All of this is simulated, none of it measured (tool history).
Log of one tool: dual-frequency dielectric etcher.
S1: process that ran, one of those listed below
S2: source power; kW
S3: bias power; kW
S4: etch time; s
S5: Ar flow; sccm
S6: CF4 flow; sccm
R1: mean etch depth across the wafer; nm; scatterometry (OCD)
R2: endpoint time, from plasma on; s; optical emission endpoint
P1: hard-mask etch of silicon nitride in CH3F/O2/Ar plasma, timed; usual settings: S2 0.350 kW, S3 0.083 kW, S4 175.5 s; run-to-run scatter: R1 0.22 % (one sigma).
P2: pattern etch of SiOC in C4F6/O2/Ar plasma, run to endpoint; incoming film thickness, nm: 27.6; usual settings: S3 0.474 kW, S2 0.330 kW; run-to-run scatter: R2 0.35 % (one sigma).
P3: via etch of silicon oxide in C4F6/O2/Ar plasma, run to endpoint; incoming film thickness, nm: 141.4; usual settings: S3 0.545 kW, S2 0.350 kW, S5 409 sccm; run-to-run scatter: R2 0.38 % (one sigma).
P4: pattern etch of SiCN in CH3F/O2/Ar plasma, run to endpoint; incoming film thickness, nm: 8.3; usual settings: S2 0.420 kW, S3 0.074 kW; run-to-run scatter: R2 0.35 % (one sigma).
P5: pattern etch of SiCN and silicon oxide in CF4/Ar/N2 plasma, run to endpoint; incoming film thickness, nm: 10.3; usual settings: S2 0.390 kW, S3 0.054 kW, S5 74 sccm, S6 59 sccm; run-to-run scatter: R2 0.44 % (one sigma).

| run | hour | S1 | S2 | S3 | S4 | S5 | S6 | R1 | R2 |
|---|---|---|---|---|---|---|---|---|---|
| 1 | 3.9 | P1 | 0.350 | 0.083 | 175.5 |  |  | 122.610 |  |
| 2 | 8.6 | P1 | 0.350 | 0.083 | 175.5 |  |  | 123.050 |  |
| 3 | 12.6 | P2 | 0.330 | 0.474 |  |  |  |  | 10.4020 |
| 4 | 16.8 | P1 | 0.350 | 0.056 | 175.5 |  |  | 107.560 |  |
| 5 | 19.5 | P1 | 0.240 | 0.105 | 175.5 |  |  | 116.290 |  |
| 6 | 22.2 | P1 | 0.350 | 0.083 | 231.0 |  |  | 161.870 |  |
| 7 | 26.1 | P5 | 0.390 | 0.054 |  | 74 | 59 |  | 15.2110 |
| 8 | 30.6 | P1 | 0.350 | 0.083 | 102.5 |  |  | 71.767 |  |
| 9 | 35.5 | P4 | 0.290 | 0.074 |  |  |  |  | 24.0250 |
| 10 | 39.8 | P5 | 0.390 | 0.054 |  | 74 | 46 |  | 15.9170 |
| 11 | 44.3 | P1 | 0.350 | 0.083 | 175.5 |  |  | 122.410 |  |
| 12 | 47.3 | P2 | 0.330 | 0.618 |  |  |  |  | 9.3443 |
| 13 | 51.6 | P5 | 0.500 | 0.054 |  | 74 | 59 |  | 12.1660 |
| 14 | 54.5 | P4 | 0.420 | 0.074 |  |  |  |  | 20.9460 |
| 15 | 58.5 | P3 | 0.350 | 0.405 |  | 409 |  |  | 37.1910 |
| 16 | 61.5 | P1 | 0.350 | 0.083 | 175.5 |  |  | 122.940 |  |
| 17 | 63.6 | P2 | 0.330 | 0.474 |  |  |  |  | 10.3430 |
| 18 | 67.0 | P3 | 0.280 | 0.545 |  | 409 |  |  | 36.0750 |
| 19 | 70.1 | P1 | 0.350 | 0.083 | 175.5 |  |  | 123.040 |  |
| 20 | 74.0 | P3 | 0.350 | 0.545 |  | 409 |  |  | 33.4160 |
| 21 | 77.3 | P1 | 0.210 | 0.083 | 175.5 |  |  | 101.490 |  |
| 22 | 80.9 | P1 | 0.460 | 0.083 | 175.5 |  |  | 136.720 |  |
| 23 | 83.8 | P1 | 0.350 | 0.112 | 175.5 |  |  | 136.990 |  |
| 24 | 86.3 | P3 | 0.350 | 0.545 |  | 263 |  |  | 31.9090 |
| 25 | 89.9 | P4 | 0.420 | 0.104 |  |  |  |  | 18.4580 |
| 26 | 92.5 | P5 | 0.390 | 0.066 |  | 74 | 59 |  | 14.1500 |
| 27 | 95.2 | P5 | 0.390 | 0.054 |  | 100 | 59 |  | 15.8840 |
| 28 | 98.4 | P2 | 0.230 | 0.474 |  |  |  |  | 11.9200 |
| 29 | 101.7 | P1 | 0.350 | 0.083 | 175.5 |  |  | 122.910 |  |
| 30 | 105.4 | P1 | 0.350 | 0.083 | 175.5 |  |  | 122.810 |  |
| 31 | 109.9 | P1 | 0.350 | 0.083 | 175.5 |  |  | 121.800 |  |
| 32 | 112.8 | P1 | 0.350 | 0.083 | 175.5 |  |  | 121.820 |  |
| 33 | 117.2 | P1 | 0.350 | 0.083 | 175.5 |  |  | 121.490 |  |
|  | 121.6 | wet clean of the chamber |
| 34 | 121.6 | P1 | 0.350 | 0.083 | 175.5 |  |  | 120.590 |  |
| 35 | 126.5 | P1 | 0.350 | 0.083 | 175.5 |  |  | 120.980 |  |
| 36 | 131.1 | P1 | 0.350 | 0.083 | 175.5 |  |  | 120.790 |  |
| 37 | 136.0 | P1 | 0.350 | 0.083 | 175.5 |  |  | 121.020 |  |

What P1 gives has crept away from where it was. These 2 causes fit the log equally well, each at the size given:
A: bias power that arrives under what is set, % = 4.56
B: source power that arrives under what is set, % = 4.34
The creep began at about hour 105.4.
Why every other cause is out:
chamber walls in a state that lowers the etch rate, %: serviced at hour 121.6, which brought nothing back

4 check runs are offered, each on 2 wafers whose results are averaged, their results left as question marks. Which one tells the causes apart?
| check 1 | 140.9 | P5 | 0.390 | 0.054 |  | 74 | 59 |  | ? |
| check 2 | 140.9 | P4 | 0.420 | 0.074 |  |  |  |  | ? |
| check 3 | 140.9 | P3 | 0.350 | 0.545 |  | 409 |  |  | ? |
| check 4 | 140.9 | P2 | 0.330 | 0.474 |  |  |  |  | ? |

What each check would give under each cause:
| check | result | if A | if B |
|---|---|---|---|
| check 1 | R2 | 15.4010 | 15.7910 |
| check 2 | R2 | 21.3350 | 21.3390 |
| check 3 | R2 | 33.8380 | 33.7890 |
| check 4 | R2 | 10.5610 | 10.5500 |
How far apart the two closest causes lie, in the result that separates them most: check 1 2.5 %; check 2 0.02 %; check 3 0.15 %; check 4 0.11 %
Only check 1 tells the causes apart: in the others they would give nearly the same result.

Check 1 was then run and gave: R2 15.7900 s. Which cause is it?

It is B: source power that arrives under what is set, %.
